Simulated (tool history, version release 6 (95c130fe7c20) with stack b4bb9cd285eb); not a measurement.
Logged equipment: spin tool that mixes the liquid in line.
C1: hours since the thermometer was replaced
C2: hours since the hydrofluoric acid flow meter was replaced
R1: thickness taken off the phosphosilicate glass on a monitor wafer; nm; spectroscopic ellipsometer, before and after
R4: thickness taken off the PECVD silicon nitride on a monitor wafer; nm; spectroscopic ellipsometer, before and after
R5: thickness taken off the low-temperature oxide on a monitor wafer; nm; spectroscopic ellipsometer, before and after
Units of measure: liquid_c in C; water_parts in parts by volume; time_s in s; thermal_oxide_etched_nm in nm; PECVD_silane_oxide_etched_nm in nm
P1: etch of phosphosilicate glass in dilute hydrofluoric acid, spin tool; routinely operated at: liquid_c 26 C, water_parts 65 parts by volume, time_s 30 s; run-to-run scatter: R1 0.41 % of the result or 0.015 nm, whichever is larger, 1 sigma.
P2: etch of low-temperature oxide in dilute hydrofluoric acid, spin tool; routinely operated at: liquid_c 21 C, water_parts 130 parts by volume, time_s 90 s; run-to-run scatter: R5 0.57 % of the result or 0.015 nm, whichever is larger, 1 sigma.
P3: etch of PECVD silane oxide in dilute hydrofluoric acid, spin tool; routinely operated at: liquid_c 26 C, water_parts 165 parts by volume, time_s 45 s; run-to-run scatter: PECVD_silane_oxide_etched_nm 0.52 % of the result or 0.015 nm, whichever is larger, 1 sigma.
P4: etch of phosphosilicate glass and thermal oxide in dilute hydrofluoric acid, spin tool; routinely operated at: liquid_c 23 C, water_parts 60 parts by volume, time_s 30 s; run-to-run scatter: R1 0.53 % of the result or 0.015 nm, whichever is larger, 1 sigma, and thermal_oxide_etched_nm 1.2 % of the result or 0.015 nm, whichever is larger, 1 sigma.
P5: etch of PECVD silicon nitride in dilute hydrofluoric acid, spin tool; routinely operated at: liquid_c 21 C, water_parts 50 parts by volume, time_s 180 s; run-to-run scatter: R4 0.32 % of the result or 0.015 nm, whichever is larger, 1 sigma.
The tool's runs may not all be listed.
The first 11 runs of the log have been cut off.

{"run": 12, "hour": 150.2, "process": "P2", "liquid_c": 21, "water_parts": 130, "time_s": 15, "C1": 1646.8, "C2": 302.6, "R5": 1.5543}
{"run": 13, "hour": 163.0, "process": "P1", "liquid_c": 34, "water_parts": 65, "time_s": 30, "C1": 1659.6, "C2": 315.4, "R1": 70.672}
{"run": 14, "hour": 177.5, "process": "P5", "liquid_c": 21, "water_parts": 50, "time_s": 180, "C1": 1674.1, "C2": 329.9, "R4": 16.766}
{"run": 15, "hour": 187.5, "process": "P1", "liquid_c": 20.5, "water_parts": 65, "time_s": 30, "C1": 1684.1, "C2": 339.9, "R1": 41.663}
{"run": 16, "hour": 202.6, "process": "P4", "liquid_c": 23, "water_parts": 60, "time_s": 30, "C1": 1699.2, "C2": 355, "R1": 68.51, "thermal_oxide_etched_nm": 2.2976}
{"run": 17, "hour": 213.2, "process": "P5", "liquid_c": 17, "water_parts": 50, "time_s": 180, "C1": 1709.8, "C2": 365.6, "R4": 12.686}
{"run": 18, "hour": 228.2, "process": "P1", "liquid_c": 26, "water_parts": 20, "time_s": 30, "C1": 1724.8, "C2": 380.6, "R1": 178.88}
{"hour": 239.1, "done": "thermometer replaced"}
{"run": 19, "hour": 243.3, "process": "P1", "liquid_c": 26, "water_parts": 65, "time_s": 30, "C1": 4.2, "C2": 395.7, "R1": 51.92}
{"run": 20, "hour": 258.2, "process": "P2", "liquid_c": 21, "water_parts": 130, "time_s": 90, "C1": 19.1, "C2": 410.6, "R5": 9.3463}
{"run": 21, "hour": 268.5, "process": "P1", "liquid_c": 26, "water_parts": 65, "time_s": 30, "C1": 29.4, "C2": 420.9, "R1": 51.596}
{"run": 22, "hour": 282.5, "process": "P5", "liquid_c": 21, "water_parts": 50, "time_s": 180, "C1": 43.4, "C2": 434.9, "R4": 16.68}
{"run": 23, "hour": 297.6, "process": "P1", "liquid_c": 26, "water_parts": 95, "time_s": 30, "C1": 58.5, "C2": 450, "R1": 33.993}
{"run": 24, "hour": 305.1, "process": "P2", "liquid_c": 21, "water_parts": 55, "time_s": 90, "C1": 66, "C2": 457.5, "R5": 23.883}
{"run": 25, "hour": 315.4, "process": "P2", "liquid_c": 17, "water_parts": 130, "time_s": 90, "C1": 76.3, "C2": 467.8, "R5": 7.9511}
{"run": 26, "hour": 326.4, "process": "P1", "liquid_c": 26, "water_parts": 65, "time_s": 15, "C1": 87.3, "C2": 478.8, "R1": 25.966}
{"run": 27, "hour": 339.1, "process": "P3", "liquid_c": 31, "water_parts": 165, "time_s": 45, "C1": 100, "C2": 491.5, "PECVD_silane_oxide_etched_nm": 8.9868}
{"run": 28, "hour": 349.7, "process": "P1", "liquid_c": 26, "water_parts": 65, "time_s": 30, "C1": 110.6, "C2": 502.1, "R1": 51.748}
{"run": 29, "hour": 363.2, "process": "P5", "liquid_c": 21, "water_parts": 90, "time_s": 180, "C1": 124.1, "C2": 515.6, "R4": 9.3987}
{"run": 30, "hour": 374.7, "process": "P2", "liquid_c": 21, "water_parts": 130, "time_s": 90, "C1": 135.6, "C2": 527.1, "R5": 9.336}
{"run": 31, "hour": 387.2, "process": "P3", "liquid_c": 26, "water_parts": 165, "time_s": 85, "C1": 148.1, "C2": 539.6, "PECVD_silane_oxide_etched_nm": 14.34}
{"run": 32, "hour": 396.5, "process": "P1", "liquid_c": 26, "water_parts": 65, "time_s": 30, "C1": 157.4, "C2": 548.9, "R1": 51.841}
{"run": 33, "hour": 407.1, "process": "P1", "liquid_c": 26, "water_parts": 65, "time_s": 30, "C1": 168, "C2": 559.5, "R1": 50.841}
{"run": 34, "hour": 420.3, "process": "P1", "liquid_c": 26, "water_parts": 65, "time_s": 30, "C1": 181.2, "C2": 572.7, "R1": 49.645}
{"run": 35, "hour": 434.2, "process": "P1", "liquid_c": 26, "water_parts": 65, "time_s": 30, "C1": 195.1, "C2": 586.6, "R1": 48.755}
{"run": 36, "hour": 442.2, "process": "P1", "liquid_c": 26, "water_parts": 65, "time_s": 30, "C1": 203.1, "C2": 594.6, "R1": 48.499}

What does the tool deliver on the next run?
{"run": 37, "hour": 455.2, "process": "P1", "liquid_c": 26, "water_parts": 65, "time_s": 30, "C1": 216.1, "C2": 607.6, "R1": "?"}

{"run 37": {"R1": 48.123}}
